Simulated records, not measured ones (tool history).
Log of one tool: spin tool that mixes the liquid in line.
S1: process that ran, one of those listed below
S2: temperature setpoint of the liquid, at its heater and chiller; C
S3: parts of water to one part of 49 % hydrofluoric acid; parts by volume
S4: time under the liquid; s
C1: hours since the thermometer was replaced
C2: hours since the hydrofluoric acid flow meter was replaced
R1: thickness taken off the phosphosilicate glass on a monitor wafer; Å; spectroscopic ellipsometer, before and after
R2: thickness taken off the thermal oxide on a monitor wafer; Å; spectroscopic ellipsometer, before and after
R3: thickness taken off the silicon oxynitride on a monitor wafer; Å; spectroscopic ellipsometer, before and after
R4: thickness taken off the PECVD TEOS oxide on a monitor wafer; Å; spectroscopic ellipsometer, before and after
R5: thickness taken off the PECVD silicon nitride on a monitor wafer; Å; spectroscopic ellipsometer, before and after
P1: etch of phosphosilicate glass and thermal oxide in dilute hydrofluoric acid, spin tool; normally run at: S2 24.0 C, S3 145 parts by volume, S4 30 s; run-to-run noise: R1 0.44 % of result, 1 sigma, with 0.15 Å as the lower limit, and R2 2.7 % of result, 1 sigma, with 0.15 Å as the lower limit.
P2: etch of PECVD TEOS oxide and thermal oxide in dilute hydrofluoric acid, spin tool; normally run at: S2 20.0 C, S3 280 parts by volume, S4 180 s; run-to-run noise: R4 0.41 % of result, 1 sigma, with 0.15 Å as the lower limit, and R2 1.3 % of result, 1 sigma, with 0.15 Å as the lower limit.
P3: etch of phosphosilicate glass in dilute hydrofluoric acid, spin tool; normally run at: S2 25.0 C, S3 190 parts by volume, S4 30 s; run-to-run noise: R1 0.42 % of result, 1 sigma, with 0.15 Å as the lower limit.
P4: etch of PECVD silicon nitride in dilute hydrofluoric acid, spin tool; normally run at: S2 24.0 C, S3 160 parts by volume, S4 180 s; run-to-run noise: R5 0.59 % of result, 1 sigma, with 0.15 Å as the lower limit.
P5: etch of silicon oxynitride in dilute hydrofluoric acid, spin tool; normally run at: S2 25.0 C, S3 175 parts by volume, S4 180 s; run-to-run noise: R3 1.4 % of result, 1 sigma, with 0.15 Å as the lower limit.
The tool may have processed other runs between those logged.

run 1 day=0.175 | S1=P1 S2=24.0 S3=145 S4=30 | C1=457.7 C2=459.9 | R1=330.150 R2=9.2666
run 2 day=0.283 | S1=P5 S2=32.5 S3=175 S4=180 | C1=460.3 C2=462.5 | R3=22.553
run 3 day=0.438 | S1=P2 S2=20.0 S3=450 S4=180 | C1=464.0 C2=466.2 | R2=10.9820 R4=27.406
run 4 day=0.529 | S1=P3 S2=29.5 S3=190 S4=30 | C1=466.2 C2=468.4 | R1=144.720
run 5 day=0.704 | S1=P2 S2=20.0 S3=280 S4=80 | C1=470.4 C2=472.6 | R2=9.0676 R4=22.776
run 6 day=0.888 | S1=P3 S2=25.0 S3=315 S4=30 | C1=474.8 C2=477.0 | R1=64.706
run 7 day=1.050 | S1=P1 S2=24.0 S3=95 S4=30 | C1=478.7 C2=480.9 | R1=534.050 R2=16.3140
run 8 day=1.217 | S1=P3 S2=25.0 S3=190 S4=50 | C1=482.7 C2=484.9 | R1=203.310
run 9 day=1.404 | S1=P1 S2=24.0 S3=145 S4=15 | C1=487.2 C2=489.4 | R1=164.230 R2=4.6710
run 10 day=1.488 | S1=P5 S2=25.0 S3=175 S4=355 | C1=489.2 C2=491.4 | R3=32.140
run 11 day=1.604 | S1=P2 S2=20.0 S3=280 S4=180 | C1=492.0 C2=494.2 | R2=20.6200 R4=50.780
run 12 day=1.754 | S1=P4 S2=24.0 S3=160 S4=55 | C1=495.6 C2=497.8 | R5=13.353
run 13 day=1.838 | S1=P1 S2=24.0 S3=90 S4=60 | C1=497.6 C2=499.8 | R1=1143.900 R2=33.0330
run 14 day=1.921 | S1=P3 S2=25.0 S3=190 S4=30 | C1=499.6 C2=501.8 | R1=122.310
run 15 day=2.042 | S1=P1 S2=24.0 S3=210 S4=30 | C1=502.5 C2=504.7 | R1=210.040 R2=6.2369
run 16 day=2.175 | S1=P4 S2=24.0 S3=160 S4=180 | C1=505.7 C2=507.9 | R5=44.493
run 17 day=2.288 | S1=P1 S2=24.0 S3=55 S4=45 | C1=508.4 C2=510.6 | R1=1462.500 R2=42.6420
run 18 day=2.392 | S1=P1 S2=24.0 S3=145 S4=55 | C1=510.9 C2=513.1 | R1=605.680 R2=17.6190
run 19 day=2.562 | S1=P4 S2=29.0 S3=160 S4=180 | C1=515.0 C2=517.2 | R5=62.341
run 20 day=2.646 | S1=P1 S2=24.0 S3=145 S4=30 | C1=517.0 C2=519.2 | R1=330.040 R2=9.0201
run 21 day=2.729 | S1=P2 S2=25.5 S3=280 S4=180 | C1=519.0 C2=521.2 | R2=25.2810 R4=61.769
run 22 day=2.883 | S1=P5 S2=25.0 S3=175 S4=180 | C1=522.7 C2=524.9 | R3=16.704

The next listed run, before its measurement:
run 23 day=3.017 | S1=P1 S2=24.0 S3=145 S4=30 | C1=525.9 C2=528.1 | R1=? R2=?

{"run 23": {"R1": 332.0, "R2": 9.9853}}
